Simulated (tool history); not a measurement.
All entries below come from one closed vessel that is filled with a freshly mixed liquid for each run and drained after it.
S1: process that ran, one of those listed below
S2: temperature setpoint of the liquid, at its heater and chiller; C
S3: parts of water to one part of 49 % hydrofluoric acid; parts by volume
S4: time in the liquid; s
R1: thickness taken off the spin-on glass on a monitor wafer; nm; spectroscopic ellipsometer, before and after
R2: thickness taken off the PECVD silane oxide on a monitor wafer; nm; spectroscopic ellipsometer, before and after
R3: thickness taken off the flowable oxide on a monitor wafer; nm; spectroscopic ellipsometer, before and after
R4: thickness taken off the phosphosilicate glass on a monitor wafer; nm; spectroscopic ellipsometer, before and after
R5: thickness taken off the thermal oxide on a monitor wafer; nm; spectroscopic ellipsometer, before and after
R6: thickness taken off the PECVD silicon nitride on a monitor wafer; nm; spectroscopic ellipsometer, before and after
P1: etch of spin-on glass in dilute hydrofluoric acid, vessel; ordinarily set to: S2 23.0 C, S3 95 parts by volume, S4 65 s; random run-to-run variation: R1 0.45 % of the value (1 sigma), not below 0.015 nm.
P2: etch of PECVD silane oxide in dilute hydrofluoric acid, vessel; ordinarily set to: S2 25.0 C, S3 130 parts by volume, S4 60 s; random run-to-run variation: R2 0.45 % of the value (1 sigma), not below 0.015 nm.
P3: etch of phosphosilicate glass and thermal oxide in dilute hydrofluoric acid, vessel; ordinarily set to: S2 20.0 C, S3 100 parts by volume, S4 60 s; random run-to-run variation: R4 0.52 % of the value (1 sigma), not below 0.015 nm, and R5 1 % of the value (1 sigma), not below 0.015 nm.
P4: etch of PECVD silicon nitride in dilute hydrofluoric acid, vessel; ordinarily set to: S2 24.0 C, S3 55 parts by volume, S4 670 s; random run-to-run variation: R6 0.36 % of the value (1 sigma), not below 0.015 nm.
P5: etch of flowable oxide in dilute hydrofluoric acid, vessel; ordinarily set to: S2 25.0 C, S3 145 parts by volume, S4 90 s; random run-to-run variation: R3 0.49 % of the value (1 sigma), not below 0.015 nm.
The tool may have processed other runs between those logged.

run,hour,S1,S2,S3,S4,R1,R2,R3,R4,R5,R6
1,4.1,P1,23.0,95,65,22.422,,,,,
2,10.0,P1,23.0,50,95,65.885,,,,,
3,13.5,P2,25.0,30,60,,112.320,,,,
4,20.8,P1,23.0,95,125,42.951,,,,,
5,24.9,P5,25.0,230,90,,,10.175,,,
6,31.6,P2,25.0,130,60,,22.868,,,,
7,38.5,P3,20.0,100,60,,,,30.293,2.4388,
8,43.3,P3,20.0,170,60,,,,16.526,1.3202,
9,47.8,P1,23.0,95,65,22.420,,,,,
10,51.9,P4,24.0,55,1130,,,,,,35.187
11,59.8,P4,24.0,55,670,,,,,,20.963
12,66.4,P3,20.0,100,85,,,,43.080,3.4291,
13,72.2,P1,17.0,60,65,28.693,,,,,
14,78.8,P1,23.0,95,65,22.492,,,,,
15,85.7,P1,28.0,95,65,27.205,,,,,
16,93.5,P1,23.0,95,65,22.568,,,,,
17,97.3,P4,24.0,30,670,,,,,,37.719
18,103.0,P5,19.5,145,90,,,14.168,,,
19,109.7,P2,33.0,130,60,,30.690,,,,
20,115.4,P5,25.0,145,150,,,29.135,,,
21,121.0,P1,23.0,135,65,15.103,,,,,
22,126.9,P4,24.0,55,670,,,,,,20.977
23,132.8,P1,17.0,175,65,8.737,,,,,
24,140.0,P1,23.0,95,30,10.367,,,,,
25,147.2,P1,23.0,95,65,22.639,,,,,
26,153.3,P1,23.0,55,65,40.845,,,,,
27,157.5,P1,23.0,95,65,22.484,,,,,
28,161.6,P4,30.0,55,670,,,,,,31.041
29,166.2,P1,23.0,95,65,22.443,,,,,
30,171.7,P3,27.5,100,60,,,,40.726,3.2881,
31,177.5,P2,25.0,130,60,,22.512,,,,
32,182.8,P2,25.0,130,30,,11.383,,,,
33,186.3,P1,17.0,95,65,17.462,,,,,
34,192.1,P5,25.0,145,90,,,17.523,,,
35,197.3,P1,23.0,95,65,22.450,,,,,
36,202.4,P1,23.0,95,65,22.018,,,,,
37,209.0,P1,23.0,95,65,21.474,,,,,
38,214.7,P1,23.0,95,65,21.299,,,,,
39,220.8,P1,23.0,95,65,21.237,,,,,
40,226.8,P1,23.0,95,65,21.319,,,,,
41,233.1,P1,23.0,95,65,21.170,,,,,
42,237.1,P1,23.0,95,65,20.958,,,,,
43,243.3,P1,23.0,95,65,21.214,,,,,

Something has made what P1 gives creep away from where it was; the 2 causes below, each at its own stated size, fit the log equally well:
A: liquid colder than its thermometer reads (K) = 1.57
B: hydrofluoric acid flow below the setpoint (%) = 5.5
The gradual shift began around hour 197.3.

4 check runs are offered, one wafer each, their results left as question marks. Which one tells the causes apart?
check 1,249.5,P4,24.0,55,670,,,,,,?
check 2,249.5,P3,20.0,100,60,,,,?,?,
check 3,249.5,P5,25.0,145,90,,,?,,,
check 4,249.5,P2,25.0,130,60,,?,,,,

Expected result of each check under each candidate cause:
check,result,if A,if B
check 1,R6,18.836,19.818
check 2,R4,28.480,28.534
check 2,R5,2.2906,2.2949
check 3,R3,16.514,16.410
check 4,R2,21.403,21.298
Per check, the gap between the least separated pair of causes, taken in the result that splits them most: check 1 5.08 %; check 2 0.19 %; check 3 0.64 %; check 4 0.49 %
Check 1 tells the causes apart: in the others they would give nearly the same result.

The results of check 1 are: R6 19.736 nm. Based on these, which of the listed causes is it?

Of the candidate causes, it is B: hydrofluoric acid flow below the setpoint (%).

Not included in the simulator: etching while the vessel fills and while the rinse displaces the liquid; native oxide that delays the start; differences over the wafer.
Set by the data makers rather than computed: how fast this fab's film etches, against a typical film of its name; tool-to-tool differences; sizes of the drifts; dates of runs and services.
